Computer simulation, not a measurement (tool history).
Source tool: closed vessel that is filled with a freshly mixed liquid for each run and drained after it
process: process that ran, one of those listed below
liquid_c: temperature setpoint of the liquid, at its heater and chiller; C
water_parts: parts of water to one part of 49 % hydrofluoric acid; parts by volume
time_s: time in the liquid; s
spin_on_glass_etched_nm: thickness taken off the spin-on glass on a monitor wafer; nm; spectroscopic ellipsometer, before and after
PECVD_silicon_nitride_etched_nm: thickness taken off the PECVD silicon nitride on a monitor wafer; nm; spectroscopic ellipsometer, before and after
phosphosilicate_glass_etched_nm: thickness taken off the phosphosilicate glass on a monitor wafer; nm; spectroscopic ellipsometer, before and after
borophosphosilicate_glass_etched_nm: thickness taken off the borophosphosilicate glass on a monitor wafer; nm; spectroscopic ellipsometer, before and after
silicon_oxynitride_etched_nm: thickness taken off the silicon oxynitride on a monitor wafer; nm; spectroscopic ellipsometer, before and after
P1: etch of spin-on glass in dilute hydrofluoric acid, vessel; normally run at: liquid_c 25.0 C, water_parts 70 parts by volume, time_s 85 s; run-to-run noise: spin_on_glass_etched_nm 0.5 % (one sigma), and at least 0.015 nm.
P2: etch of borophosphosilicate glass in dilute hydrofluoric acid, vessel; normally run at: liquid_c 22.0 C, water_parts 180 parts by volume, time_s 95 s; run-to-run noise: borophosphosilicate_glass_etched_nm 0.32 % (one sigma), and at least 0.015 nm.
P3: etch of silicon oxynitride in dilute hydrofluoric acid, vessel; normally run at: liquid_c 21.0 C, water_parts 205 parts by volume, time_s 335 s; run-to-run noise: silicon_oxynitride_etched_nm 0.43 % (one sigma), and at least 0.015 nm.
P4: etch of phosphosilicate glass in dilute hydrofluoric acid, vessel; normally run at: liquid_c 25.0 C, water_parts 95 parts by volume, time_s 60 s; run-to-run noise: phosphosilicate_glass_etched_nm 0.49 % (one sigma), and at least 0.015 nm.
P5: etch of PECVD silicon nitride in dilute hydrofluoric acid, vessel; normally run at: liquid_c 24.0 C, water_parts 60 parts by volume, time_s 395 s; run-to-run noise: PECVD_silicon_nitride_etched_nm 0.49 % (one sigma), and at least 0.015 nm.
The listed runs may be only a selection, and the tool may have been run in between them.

run,day,process,liquid_c,water_parts,time_s,hours since the thermometer was replaced,hours since the hydrofluoric acid flow meter was replaced,spin_on_glass_etched_nm,PECVD_silicon_nitride_etched_nm,phosphosilicate_glass_etched_nm,borophosphosilicate_glass_etched_nm,silicon_oxynitride_etched_nm
1,0.250,P1,25.0,70,85,1241.6,1359.1,49.488,,,,
2,0.462,P1,25.0,40,85,1246.7,1364.2,89.779,,,,
3,0.612,P5,32.0,60,395,1250.3,1367.8,,21.0110,,,
4,0.812,P1,25.0,70,150,1255.1,1372.6,86.024,,,,
5,1.000,P4,25.0,95,60,1259.6,1377.1,,,41.483,,
6,1.146,P1,25.0,70,85,1263.1,1380.6,49.112,,,,
7,1.275,P2,22.0,180,95,1266.2,1383.7,,,,21.837,
8,1.496,P2,17.0,180,95,1271.5,1389.0,,,,18.076,
9,1.729,P1,25.0,70,30,1277.1,1394.6,17.274,,,,
10,1.967,P3,21.0,205,645,1282.8,1400.3,,,,,12.4400
11,2.158,P5,24.0,60,395,1287.4,1404.9,,12.3100,,,
12,2.396,P3,17.0,205,335,1293.1,1410.6,,,,,5.3373
13,2.621,P2,22.0,180,95,1298.5,1416.0,,,,21.927,
14,2.829,P1,25.0,70,85,1303.5,1421.0,49.212,,,,
15,3.050,P4,17.0,95,60,1308.8,1426.3,,,29.429,,
16,3.229,P1,18.5,70,85,1313.1,1430.6,37.679,,,,
17,3.354,P2,22.0,50,95,1316.1,1433.6,,,,91.846,
18,3.562,P2,22.0,180,165,1321.1,1438.6,,,,38.010,
19,3.796,P1,25.0,70,85,1326.7,1444.2,49.260,,,,
20,3.983,P5,24.0,60,195,1331.2,1448.7,,6.2114,,,
21,4.133,P3,21.0,205,335,1334.8,1452.3,,,,,6.4222
22,4.321,P5,24.0,60,395,1339.3,1456.8,,12.5040,,,
23,4.467,P1,29.5,70,30,1342.8,1460.3,20.693,,,,
24,4.596,P3,21.0,205,335,1345.9,1463.4,,,,,6.4419
25,4.733,P4,25.0,95,30,1349.2,1466.7,,,20.730,,
26,4.983,P1,25.0,120,85,1355.2,1472.7,26.811,,,,
27,5.204,P1,30.0,70,85,1360.5,1478.0,60.120,,,,
28,5.438,P1,32.5,70,50,1366.1,1483.6,38.965,,,,
29,5.554,P1,32.0,70,130,1368.9,1486.4,98.658,,,,
30,5.746,P5,24.0,105,395,1373.5,1491.0,,7.1586,,,
31,5.900,P4,25.0,20,60,1377.2,1494.7,,,216.350,,
32,6.079,P3,21.0,335,335,1381.5,1499.0,,,,,3.6362
33,6.246,P1,25.0,70,85,1385.5,1503.0,49.146,,,,
34,6.421,P1,25.0,70,85,1389.7,1507.2,49.699,,,,
35,6.571,P1,25.0,70,85,1393.3,1510.8,50.398,,,,
36,6.796,P1,25.0,70,85,1398.7,1516.2,51.289,,,,
37,7.029,P1,25.0,70,85,1404.3,1521.8,51.535,,,,
38,7.221,P1,25.0,70,85,1408.9,1526.4,51.895,,,,
39,7.438,P1,25.0,70,85,1414.1,1531.6,52.037,,,,
40,7.612,P1,25.0,70,85,1418.3,1535.8,52.147,,,,
41,7.792,P1,25.0,70,85,1422.6,1540.1,52.417,,,,
42,7.988,P1,25.0,70,85,1427.3,1544.8,51.850,,,,
43,8.179,P1,25.0,70,85,1431.9,1549.4,52.241,,,,

Something has made what P1 gives creep away from where it was; the 2 causes below, each at its own stated size, fit the log equally well:
A: liquid hotter than its thermometer reads (K) = 1.51
B: hydrofluoric acid flow above the setpoint (%) = 5.68
The process output started creeping at around day 6.421.

Of the 4 check runs listed below, each run on one wafer and each result written as a question mark, which would let you distinguish the listed causes because they would give clearly different results?
check 1,8.371,P3,17.0,285,335,,,,,,,?
check 2,8.371,P4,17.0,95,35,,,,,?,,
check 3,8.371,P5,30.0,105,395,,,,?,,,
check 4,8.371,P2,17.0,180,95,,,,,,?,

How each check would come out, cause by cause:
check,result,if A,if B
check 1,silicon_oxynitride_etched_nm,3.9264,3.9052
check 2,phosphosilicate_glass_etched_nm,18.495,18.443
check 3,PECVD_silicon_nitride_etched_nm,11.6040,11.1670
check 4,borophosphosilicate_glass_etched_nm,19.131,19.206
Gap, in per cent, between the two causes that each check separates least, read from the result that separates them most: check 1 0.54 %; check 2 0.28 %; check 3 3.84 %; check 4 0.39 %
Check 3 distinguishes between the causes, while the remaining checks would return nearly the same result for all of them.

Check 3 has now been run. It gave: PECVD_silicon_nitride_etched_nm 11.6850 nm. Which of the candidate causes is it?

It is A: liquid hotter than its thermometer reads (K).
